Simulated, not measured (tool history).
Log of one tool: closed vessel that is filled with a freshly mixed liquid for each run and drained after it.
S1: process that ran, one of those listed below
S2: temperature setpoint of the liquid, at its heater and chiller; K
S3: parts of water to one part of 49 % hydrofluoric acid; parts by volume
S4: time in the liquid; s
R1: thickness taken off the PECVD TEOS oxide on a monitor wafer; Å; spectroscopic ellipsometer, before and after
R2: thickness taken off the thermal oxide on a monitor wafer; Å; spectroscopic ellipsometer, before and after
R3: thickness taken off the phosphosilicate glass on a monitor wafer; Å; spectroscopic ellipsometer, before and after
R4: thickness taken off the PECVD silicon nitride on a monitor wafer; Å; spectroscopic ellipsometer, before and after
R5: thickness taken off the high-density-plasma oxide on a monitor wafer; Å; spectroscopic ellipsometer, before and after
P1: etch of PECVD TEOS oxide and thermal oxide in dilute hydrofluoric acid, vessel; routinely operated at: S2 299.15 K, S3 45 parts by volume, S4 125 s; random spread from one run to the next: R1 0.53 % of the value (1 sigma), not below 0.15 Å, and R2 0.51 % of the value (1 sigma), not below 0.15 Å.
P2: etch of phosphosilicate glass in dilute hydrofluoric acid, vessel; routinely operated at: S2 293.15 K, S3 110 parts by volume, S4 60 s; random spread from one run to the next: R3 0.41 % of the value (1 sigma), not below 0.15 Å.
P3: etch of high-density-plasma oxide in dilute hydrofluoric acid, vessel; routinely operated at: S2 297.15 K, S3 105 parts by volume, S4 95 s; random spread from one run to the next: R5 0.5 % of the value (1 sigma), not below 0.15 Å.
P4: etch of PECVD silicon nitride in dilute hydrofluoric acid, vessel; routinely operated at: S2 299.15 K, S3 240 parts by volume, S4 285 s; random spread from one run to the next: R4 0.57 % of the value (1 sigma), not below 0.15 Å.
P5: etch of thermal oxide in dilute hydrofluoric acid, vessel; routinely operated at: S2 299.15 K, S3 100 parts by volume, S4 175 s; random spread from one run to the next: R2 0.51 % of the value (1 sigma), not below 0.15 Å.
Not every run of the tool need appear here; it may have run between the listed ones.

run     day  S1      S2   S3   S4      R1      R2      R3      R4      R5
  1   0.367  P1  299.15   45  125  349.83  159.13
  2   0.925  P2  293.15  110   60                  495.53
  3   1.525  P1  299.15   45   40  112.29  51.216
  4   2.012  P1  299.15   25  125  651.88   292.6
  5   2.525  P1  299.15   45  125  349.93  158.16
  6    2.85  P5  294.65  100  175          72.547
  7   3.279  P4  299.15  240  285                          72.897
  8   3.946  P3  304.15  105   95                                  118.84
  9   4.621  P1  299.15   60  125  257.96  116.69
 10   5.179  P4  299.15  100  285                          175.29
 11   5.729  P3  297.15  105   95                                  90.241
 12   6.112  P1  294.65   45  125  292.38  132.26
 13   6.812  P5  299.15  155  175          52.008
 14   7.317  P4  299.15  240  415                          106.17
 15   7.738  P3  297.15  105  155                                  146.46
 16   8.342  P1  292.15   20  125  605.59  277.29
 17   8.967  P4  294.15  240  285                          53.584
 18   9.496  P1  299.15   45  200  562.31  253.18
 19  10.104  P1  299.15   45  125  349.03  159.79
 20  10.604  P5  299.15  100  305          150.41
 21  11.333  P2  293.15  110   90                  741.84
 22  11.671  P1  306.15   45   30  111.72   50.62
 23  12.067  P3  297.15  170   95                                  51.648
 24  12.412  P1  299.15   45  125  346.92  159.65
 25  13.042  P5  299.15  100  175          86.341
 26  13.658  P2  290.15  110   60                   437.9
 27  13.988  P5  299.15  100  175          86.587
 28  14.404  P1  299.15   45  125  350.79   158.9
 29   14.85  P1  303.15   45  125  410.89  188.06
 30  15.442  P2  293.15   50   60                  1158.7
 31  15.888  P2  293.15  110   60                  495.68
 32  16.533  P1  299.15   45  125  350.27  158.97
 33      17  P1  299.15   45  125  343.71  155.13
 34    17.6  P1  299.15   45  125  336.14  152.05
 35  17.983  P1  299.15   45  125  337.12  152.03
 36  18.325  P1  299.15   45  125  332.34  151.02
 37  18.667  P1  299.15   45  125  329.62  151.21
 38  19.146  P1  299.15   45  125  328.55  150.86
 39  19.683  P1  299.15   45  125  330.84  149.78
 40  20.258  P1  299.15   45  125  330.93  149.04

What P1 gives has crept off from where it sat before. The 2 causes that follow fit the log equally well, each at the size noted:
A: hydrofluoric acid flow below the setpoint (%) = 5.71
B: liquid colder than its thermometer reads (K) = 1.54
The drift started at roughly day 16.533.

Each of the check runs listed below is run on 2 wafers and reports their average, with the results left as question marks. Pick the one under which the possible causes would lead to clearly different results.
check 1  20.833  P3  297.15  105   95                   ?
check 2  20.833  P2  293.15  110   60           ?
check 3  20.833  P4  299.15  240  285               ?
check 4  20.833  P5  299.15  100  175       ?

Outcome of each check run for each possible cause:
  check  result    if A    if B
check 1      R5  84.535  84.984
check 2      R3  465.04  466.33
check 3      R4  69.121   66.68
check 4      R2  80.849  81.358
Minimum pairwise separation of causes per check, each pair taken at its best-separating result: check 1 0.53 %; check 2 0.28 %; check 3 3.6 %; check 4 0.63 %
Check 3 tells the causes apart: in the others they would give nearly the same result.

Check 3 was then run and gave: R4 69.516 Å. Which cause is it?

It was cause A: hydrofluoric acid flow below the setpoint (%).
